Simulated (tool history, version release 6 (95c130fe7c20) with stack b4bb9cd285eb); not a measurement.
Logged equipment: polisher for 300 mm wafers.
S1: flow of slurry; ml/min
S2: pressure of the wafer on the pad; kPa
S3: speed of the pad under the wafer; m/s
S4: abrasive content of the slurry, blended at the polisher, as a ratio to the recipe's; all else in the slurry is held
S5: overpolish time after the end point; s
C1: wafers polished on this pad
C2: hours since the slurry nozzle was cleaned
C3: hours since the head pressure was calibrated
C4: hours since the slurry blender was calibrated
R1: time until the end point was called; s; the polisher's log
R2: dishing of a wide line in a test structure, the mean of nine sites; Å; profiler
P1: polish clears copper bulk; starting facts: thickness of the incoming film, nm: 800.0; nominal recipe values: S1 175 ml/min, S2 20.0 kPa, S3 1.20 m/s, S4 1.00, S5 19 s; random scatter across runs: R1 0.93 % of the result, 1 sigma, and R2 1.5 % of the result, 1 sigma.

run,hour,S1,S2,S3,S4,S5,C1,C2,C3,C4,R1,R2
1,13.8,175,20.0,1.20,1.00,19,214,185.8,279.5,251.7,64.158,881.21
2,25.0,240,20.0,1.20,1.00,19,301,197.0,290.7,262.9,61.509,877.30
3,38.2,175,25.5,1.20,1.00,19,403,210.2,303.9,276.1,49.945,1001.20
4,44.8,175,20.0,1.20,0.65,19,454,216.8,310.5,282.7,70.211,829.49
5,55.6,175,13.1,1.20,1.00,19,538,227.6,321.3,293.5,97.845,649.75
6,64.0,175,20.0,1.20,1.00,6,603,236.0,329.7,301.9,63.788,427.38
7,75.6,105,24.8,1.20,1.00,19,692,247.6,341.3,313.5,57.516,972.65
8,83.2,105,20.0,1.20,1.00,19,751,255.2,348.9,321.1,72.389,836.91
9,96.5,175,20.0,1.20,1.00,19,854,268.5,362.2,334.4,63.446,883.27
10,111.2,175,20.0,1.20,1.00,19,968,283.2,376.9,349.1,64.554,884.29
11,124.3,175,20.0,1.20,1.00,19,1069,296.3,390.0,362.2,64.334,870.34
12,136.0,175,20.0,0.80,1.00,19,1160,308.0,401.7,373.9,98.175,721.70
13,144.9,175,20.0,1.20,1.00,27,1229,316.9,410.6,382.8,64.027,972.00
14,152.9,175,20.0,1.20,1.40,19,1291,324.9,418.6,390.8,59.980,873.03
15,163.3,175,20.0,1.20,1.00,19,1371,335.3,429.0,401.2,64.093,886.41
16,169.8,175,20.0,1.62,1.00,19,1422,341.8,435.5,407.7,48.483,953.96
17,177.0,105,20.0,1.20,0.55,19,1477,349.0,442.7,414.9,80.813,794.57
18,185.0,175,20.0,1.20,1.00,19,1539,357.0,450.7,422.9,64.316,889.13
19,191.6,175,20.0,1.20,1.00,19,1590,363.6,457.3,429.5,65.759,868.22

Run 20 is up next; what results do you expect?
20,201.8,175,20.0,1.20,1.00,19,1669,373.8,467.5,439.7,?,?

R1: 66.721 s
R2: 874.24 Å
